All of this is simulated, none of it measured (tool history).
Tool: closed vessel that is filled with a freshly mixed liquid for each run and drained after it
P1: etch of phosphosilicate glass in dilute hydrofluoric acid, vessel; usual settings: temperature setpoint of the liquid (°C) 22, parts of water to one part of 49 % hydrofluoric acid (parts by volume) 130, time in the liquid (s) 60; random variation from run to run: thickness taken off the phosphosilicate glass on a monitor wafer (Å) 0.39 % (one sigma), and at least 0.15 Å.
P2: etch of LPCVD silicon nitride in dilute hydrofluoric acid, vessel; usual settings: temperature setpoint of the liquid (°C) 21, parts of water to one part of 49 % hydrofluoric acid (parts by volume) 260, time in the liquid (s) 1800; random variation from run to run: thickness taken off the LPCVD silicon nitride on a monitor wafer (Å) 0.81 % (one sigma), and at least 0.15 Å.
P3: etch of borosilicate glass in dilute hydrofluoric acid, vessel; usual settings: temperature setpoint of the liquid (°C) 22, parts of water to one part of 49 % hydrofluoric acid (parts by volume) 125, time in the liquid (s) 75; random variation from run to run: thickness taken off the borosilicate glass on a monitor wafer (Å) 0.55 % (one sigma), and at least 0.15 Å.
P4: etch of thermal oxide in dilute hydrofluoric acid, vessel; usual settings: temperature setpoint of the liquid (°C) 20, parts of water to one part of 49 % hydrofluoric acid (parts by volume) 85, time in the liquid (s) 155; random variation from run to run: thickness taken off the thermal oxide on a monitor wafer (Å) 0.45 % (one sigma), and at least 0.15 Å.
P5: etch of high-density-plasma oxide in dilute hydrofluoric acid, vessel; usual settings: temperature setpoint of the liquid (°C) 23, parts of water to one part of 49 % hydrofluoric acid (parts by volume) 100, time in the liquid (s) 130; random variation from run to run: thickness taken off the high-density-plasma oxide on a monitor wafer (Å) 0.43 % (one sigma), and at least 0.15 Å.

run,hour,process that ran,temperature setpoint of the liquid (°C),parts of water to one part of 49 % hydrofluoric acid (parts by volume),time in the liquid (s),hours since the thermometer was replaced,hours since the hydrofluoric acid flow meter was replaced,thickness taken off the phosphosilicate glass on a monitor wafer (Å),thickness taken off the high-density-plasma oxide on a monitor wafer (Å),thickness taken off the thermal oxide on a monitor wafer (Å),thickness taken off the borosilicate glass on a monitor wafer (Å),thickness taken off the LPCVD silicon nitride on a monitor wafer (Å)
1,7.2,P1,22,130,60,311.9,303.1,397.47,,,,
2,17.3,P1,22,130,90,322,313.2,595.77,,,,
3,32,P1,22,130,60,336.7,327.9,394.65,,,,
4,46.3,P5,17,100,130,351,342.2,,71.267,,,
5,61.3,P4,20,85,155,366,357.2,,,73.641,,
6,74.2,P1,22,130,60,378.9,370.1,393.09,,,,
7,85.6,P3,22,215,75,390.3,381.5,,,,53.494,
8,93,P1,17.5,130,60,397.7,388.9,328.13,,,,
9,103.4,P1,22,130,30,408.1,399.3,196.49,,,,
10,115.6,P4,20,145,155,420.3,411.5,,,40.722,,
11,126,P2,21,80,1800,430.7,421.9,,,,,80.952
12,138.7,P3,22,125,110,443.4,434.6,,,,149.25,
13,145.9,P1,30,130,60,450.6,441.8,535.3,,,,
14,156,P1,22,225,60,460.7,451.9,206.65,,,,
15,165.1,P2,21,260,1800,469.8,461,,,,,25.846
16,180.1,P3,22,125,75,484.8,476,,,,102.08,
17,190.3,P5,23,25,130,495,486.2,,402.71,,,
18,205.1,P1,22,75,60,509.8,501,730.17,,,,
19,216.1,P4,17,85,155,520.8,512,,,65.098,,
20,229.7,P5,23,100,130,534.4,525.6,,91.354,,,
21,242.2,P5,23,100,130,546.9,538.1,,91.311,,,
22,256.8,P2,21,260,3470,561.5,552.7,,,,,49.899
23,270.6,P2,21,260,1800,575.3,566.5,,,,,25.992
24,279.6,P3,17,125,75,584.3,575.5,,,,84.24,
25,291.2,P4,20,85,245,595.9,587.1,,,117.08,,
26,307.4,P1,22,130,60,612.1,603.3,396.1,,,,
27,323.5,P3,22,125,75,628.2,619.4,,,,102.51,
28,334.8,P5,23,100,45,639.5,630.7,,31.968,,,
29,343.9,P1,27,45,60,648.6,639.8,1562,,,,
30,357,P2,25.5,260,1800,661.7,652.9,,,,,34.876
31,370.1,P1,22,130,60,674.8,666,394.76,,,,

The next listed run, before its measurement:
32,379.5,P1,22,130,60,684.2,675.4,?,,,,

Run 32 gave thickness taken off the phosphosilicate glass on a monitor wafer (Å) 397.37.
